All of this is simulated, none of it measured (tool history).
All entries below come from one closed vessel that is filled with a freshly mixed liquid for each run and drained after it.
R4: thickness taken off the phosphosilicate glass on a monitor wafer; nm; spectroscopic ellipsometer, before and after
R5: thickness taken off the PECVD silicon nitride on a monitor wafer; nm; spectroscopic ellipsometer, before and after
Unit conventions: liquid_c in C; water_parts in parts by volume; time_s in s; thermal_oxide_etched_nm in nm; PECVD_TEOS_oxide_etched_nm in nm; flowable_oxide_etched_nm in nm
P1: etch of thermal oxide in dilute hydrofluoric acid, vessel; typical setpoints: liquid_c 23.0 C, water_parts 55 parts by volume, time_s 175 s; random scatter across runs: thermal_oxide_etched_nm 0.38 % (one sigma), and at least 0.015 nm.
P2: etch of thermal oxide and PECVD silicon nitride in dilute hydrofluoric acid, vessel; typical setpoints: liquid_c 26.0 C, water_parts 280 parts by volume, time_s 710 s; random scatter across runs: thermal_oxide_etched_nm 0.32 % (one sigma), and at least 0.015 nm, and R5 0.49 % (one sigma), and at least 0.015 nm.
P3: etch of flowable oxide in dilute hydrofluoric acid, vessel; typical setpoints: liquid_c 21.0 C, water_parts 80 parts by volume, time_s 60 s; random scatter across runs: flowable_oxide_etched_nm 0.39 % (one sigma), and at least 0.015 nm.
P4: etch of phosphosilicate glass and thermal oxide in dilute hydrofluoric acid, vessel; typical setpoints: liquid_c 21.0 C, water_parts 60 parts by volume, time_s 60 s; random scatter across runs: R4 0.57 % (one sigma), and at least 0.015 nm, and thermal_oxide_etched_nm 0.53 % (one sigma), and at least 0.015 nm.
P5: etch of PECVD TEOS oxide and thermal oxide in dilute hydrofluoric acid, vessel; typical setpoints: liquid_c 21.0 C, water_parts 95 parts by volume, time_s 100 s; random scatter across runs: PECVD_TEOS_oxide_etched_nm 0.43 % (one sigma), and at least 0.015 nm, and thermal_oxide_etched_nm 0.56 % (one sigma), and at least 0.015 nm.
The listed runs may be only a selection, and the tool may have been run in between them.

Run 1, day 0.696: process P1, liquid_c 23.0 C, water_parts 55 parts by volume, time_s 175 s. Result: thermal_oxide_etched_nm 15.3170 nm.
Run 2, day 1.229: process P1, liquid_c 23.0 C, water_parts 95 parts by volume, time_s 175 s. Result: thermal_oxide_etched_nm 8.4043 nm.
Run 3, day 1.671: process P5, liquid_c 21.0 C, water_parts 95 parts by volume, time_s 195 s. Result: thermal_oxide_etched_nm 8.5287 nm, PECVD_TEOS_oxide_etched_nm 21.522 nm.
Run 4, day 2.358: process P1, liquid_c 23.0 C, water_parts 55 parts by volume, time_s 330 s. Result: thermal_oxide_etched_nm 28.7760 nm.
Run 5, day 3.167: process P1, liquid_c 17.5 C, water_parts 20 parts by volume, time_s 175 s. Result: thermal_oxide_etched_nm 34.5550 nm.
Run 6, day 3.958: process P3, liquid_c 28.5 C, water_parts 80 parts by volume, time_s 60 s. Result: flowable_oxide_etched_nm 34.325 nm.
Run 7, day 4.583: process P4, liquid_c 21.0 C, water_parts 60 parts by volume, time_s 60 s. Result: thermal_oxide_etched_nm 4.1668 nm, R4 137.400 nm.
Run 8, day 5.242: process P1, liquid_c 23.0 C, water_parts 30 parts by volume, time_s 175 s. Result: thermal_oxide_etched_nm 28.9160 nm.
Run 9, day 6.025: process P1, liquid_c 23.0 C, water_parts 90 parts by volume, time_s 315 s. Result: thermal_oxide_etched_nm 16.0350 nm.
Run 10, day 6.475: process P4, liquid_c 21.0 C, water_parts 60 parts by volume, time_s 30 s. Result: thermal_oxide_etched_nm 2.0910 nm, R4 69.524 nm.
Run 11, day 6.862: process P1, liquid_c 23.0 C, water_parts 55 parts by volume, time_s 175 s. Result: thermal_oxide_etched_nm 15.1990 nm.
Run 12, day 7.604: process P3, liquid_c 21.0 C, water_parts 80 parts by volume, time_s 30 s. Result: flowable_oxide_etched_nm 12.670 nm.
Run 13, day 8.271: process P1, liquid_c 23.0 C, water_parts 55 parts by volume, time_s 175 s. Result: thermal_oxide_etched_nm 15.3570 nm.
Run 14, day 8.938: process P1, liquid_c 19.0 C, water_parts 55 parts by volume, time_s 175 s. Result: thermal_oxide_etched_nm 13.0370 nm.
Run 15, day 9.675: process P2, liquid_c 32.5 C, water_parts 280 parts by volume, time_s 710 s. Result: thermal_oxide_etched_nm 12.8110 nm, R5 13.5430 nm.
Run 16, day 10.367: process P4, liquid_c 29.5 C, water_parts 60 parts by volume, time_s 60 s. Result: thermal_oxide_etched_nm 5.9093 nm, R4 196.150 nm.
Run 17, day 10.846: process P3, liquid_c 21.0 C, water_parts 80 parts by volume, time_s 60 s. Result: flowable_oxide_etched_nm 25.459 nm.
Run 18, day 11.633: process P5, liquid_c 21.0 C, water_parts 25 parts by volume, time_s 100 s. Result: thermal_oxide_etched_nm 17.9950 nm, PECVD_TEOS_oxide_etched_nm 45.788 nm.
Run 19, day 12.167: process P1, liquid_c 23.0 C, water_parts 55 parts by volume, time_s 175 s. Result: thermal_oxide_etched_nm 15.2470 nm.
Run 20, day 12.862: process P5, liquid_c 21.0 C, water_parts 95 parts by volume, time_s 100 s. Result: thermal_oxide_etched_nm 4.3710 nm, PECVD_TEOS_oxide_etched_nm 11.034 nm.
Run 21, day 13.238: process P1, liquid_c 23.0 C, water_parts 55 parts by volume, time_s 65 s. Result: thermal_oxide_etched_nm 5.6614 nm.
Run 22, day 13.629: process P5, liquid_c 29.0 C, water_parts 95 parts by volume, time_s 100 s. Result: thermal_oxide_etched_nm 5.9444 nm, PECVD_TEOS_oxide_etched_nm 15.048 nm.

Forecast run 23:
Run 23, day 14.342: process P2, liquid_c 26.0 C, water_parts 280 parts by volume, time_s 710 s. Result: thermal_oxide_etched_nm ?, R5 ?.

thermal_oxide_etched_nm: 10.3420 nm
R5: 9.3585 nm

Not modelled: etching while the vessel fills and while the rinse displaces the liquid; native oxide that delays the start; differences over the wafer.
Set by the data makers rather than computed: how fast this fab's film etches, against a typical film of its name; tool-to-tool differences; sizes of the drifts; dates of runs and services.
